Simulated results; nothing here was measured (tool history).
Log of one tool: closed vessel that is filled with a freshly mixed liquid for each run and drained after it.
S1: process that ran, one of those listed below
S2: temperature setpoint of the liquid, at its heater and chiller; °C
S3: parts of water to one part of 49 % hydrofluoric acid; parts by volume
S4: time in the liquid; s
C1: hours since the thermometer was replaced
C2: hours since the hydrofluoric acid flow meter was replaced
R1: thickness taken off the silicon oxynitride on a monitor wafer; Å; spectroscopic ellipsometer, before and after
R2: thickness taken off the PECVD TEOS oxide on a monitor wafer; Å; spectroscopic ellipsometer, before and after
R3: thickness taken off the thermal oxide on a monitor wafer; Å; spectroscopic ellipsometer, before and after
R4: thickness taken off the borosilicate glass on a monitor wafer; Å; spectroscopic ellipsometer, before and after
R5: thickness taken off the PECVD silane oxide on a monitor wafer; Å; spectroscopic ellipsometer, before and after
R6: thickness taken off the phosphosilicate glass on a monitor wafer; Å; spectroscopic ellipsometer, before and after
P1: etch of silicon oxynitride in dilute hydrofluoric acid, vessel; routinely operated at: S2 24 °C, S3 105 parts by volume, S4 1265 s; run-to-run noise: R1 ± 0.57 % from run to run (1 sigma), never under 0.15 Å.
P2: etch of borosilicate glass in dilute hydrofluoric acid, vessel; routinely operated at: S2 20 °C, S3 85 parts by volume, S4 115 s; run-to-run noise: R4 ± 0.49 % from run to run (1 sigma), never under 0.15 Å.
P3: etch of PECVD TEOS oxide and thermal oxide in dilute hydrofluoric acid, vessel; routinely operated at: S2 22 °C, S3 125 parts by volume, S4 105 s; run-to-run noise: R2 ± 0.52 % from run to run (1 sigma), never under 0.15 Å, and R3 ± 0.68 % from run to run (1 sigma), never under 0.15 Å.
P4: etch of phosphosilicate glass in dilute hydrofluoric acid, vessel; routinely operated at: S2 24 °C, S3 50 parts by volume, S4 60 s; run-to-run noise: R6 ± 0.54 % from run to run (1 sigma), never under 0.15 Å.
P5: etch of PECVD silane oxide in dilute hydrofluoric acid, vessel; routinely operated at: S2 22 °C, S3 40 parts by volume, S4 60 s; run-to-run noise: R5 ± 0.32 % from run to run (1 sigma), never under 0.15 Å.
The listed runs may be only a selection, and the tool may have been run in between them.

run   hour  S1    S2   S3    S4     C1     C2      R1      R2      R3      R4      R5      R6
  1   15.6  P1    24  105  1265  350.7  436.6  423.52
  2   25.8  P1    24  105  1265  360.9  446.8  420.08
  3   40.5  P3    22  125   105  375.6  461.5          83.259  36.804
  4     56  P2    20   85   115  391.1    477                          235.84
  5   70.9  P3    22  125   105    406  491.9          83.791  36.386
  6   79.4  P5    22   40    30  414.5  500.4                                  280.07
  7   95.3  P1    24  185  1265  430.4  516.3  227.16
  8  110.1  P1    20  105  1265  445.2  531.1  350.43
     121.3  -- thermometer replaced
  9  123.9  P4    24   50    60    2.6  544.9                                          1094.9
 10    135  P1    24  105  2495   13.7    556  832.42
 11  146.8  P2    20   85   115   25.5  567.8                          236.34
 12  163.4  P1    24  185  2105   42.1  584.4  375.37
 13  175.7  P3    22  125    30   54.4  596.7          23.726   10.36
 14  187.3  P1  28.5  105  1265     66  608.3  519.75
 15  198.2  P2    20   30   115   76.9  619.2                          715.06
 16  212.8  P3  28.5  125   105   91.5  633.8          105.86  46.906
 17  220.2  P5    22   40    60   98.9  641.2                                  561.03
 18  229.6  P1    20  170  1265  108.3  650.6  203.34
 19  238.3  P4    17   50    60    117  659.3                                          817.29
 20  249.3  P1    24   35  1265    128  670.3  1344.1
 21  259.6  P4    24   20    60  138.3  680.6                                          2849.4
 22  274.4  P1  31.5   60  1265  153.1  695.4    1095
 23    282  P1    24  105    55  160.7    703  18.258
 24  295.4  P4    24   50    30  174.1  716.4                                          550.54
 25  308.4  P5    17   40    60  187.1  729.4                                  453.47
 26  324.6  P1    24  105  1265  203.3  745.6  422.57
 27    339  P5    22   65    60  217.7    760                                  335.68
 28  349.5  P1    24  105  1265  228.2  770.5  420.09
 29  359.1  P3    22  210   105  237.8  780.1          45.215  20.317
 30  372.7  P2  25.5   85   115  251.4  793.7                          293.98
 31  384.4  P1    24  105  1265  263.1  805.4  415.25
 32  399.7  P2    20   85   225  278.4  820.7                          456.94
 33  408.9  P1    24  105  1265  287.6  829.9  420.78
 34  422.3  P1    24  105  1265    301  843.3  402.61
 35    430  P1    24  105  1265  308.7    851  397.04
 36  440.5  P1    24  105  1265  319.2  861.5  392.13
 37  453.4  P1    24  105  1265  332.1  874.4  387.13
 38  469.7  P1    24  105  1265  348.4  890.7  384.71
 39  485.7  P1    24  105  1265  364.4  906.7  380.84
 40  496.5  P1    24  105  1265  375.2  917.5  375.97
 41  507.7  P1    24  105  1265  386.4  928.7  381.59
 42    523  P1    24  105  1265  401.7    944  377.01

Something has made what P1 gives creep away from where it was; the 2 causes below, each at its own stated size, fit the log equally well:
A: liquid colder than its thermometer reads (K) = 2.31
B: hydrofluoric acid flow below the setpoint (%) = 9.55
The onset of the drift is placed at about hour 408.9.

Below are 4 check runs, each averaged over 2 wafers, with their results shown as question marks. Which of them would give clearly different results depending on which cause is behind the drift?
check 1  538.3  P3  28.5  125   60               ?   ?
check 2  538.3  P4    24   20   30                               ?
check 3  538.3  P5    17   40   60                           ?
check 4  538.3  P2    20   40  205                       ?

Predicted outcomes, by check and by cause:
  check  result    if A    if B
check 1      R2  55.816  54.136
check 1      R3  24.607  23.867
check 2      R6  1292.3  1286.1
check 3      R5  409.52  408.29
check 4      R4  848.94  844.11
Distance between the nearest two causes, measured in the result of the check that separates them most: check 1 3.05 %; check 2 0.48 %; check 3 0.3 %; check 4 0.57 %
Of the check runs offered, only check 1 discriminates between the causes; the rest would read about the same regardless of which cause applies.

Then check 1 was run and gave: R2 54.236 Å; R3 23.718 Å. Which cause is it?

Of the candidate causes, it is B: hydrofluoric acid flow below the setpoint (%).

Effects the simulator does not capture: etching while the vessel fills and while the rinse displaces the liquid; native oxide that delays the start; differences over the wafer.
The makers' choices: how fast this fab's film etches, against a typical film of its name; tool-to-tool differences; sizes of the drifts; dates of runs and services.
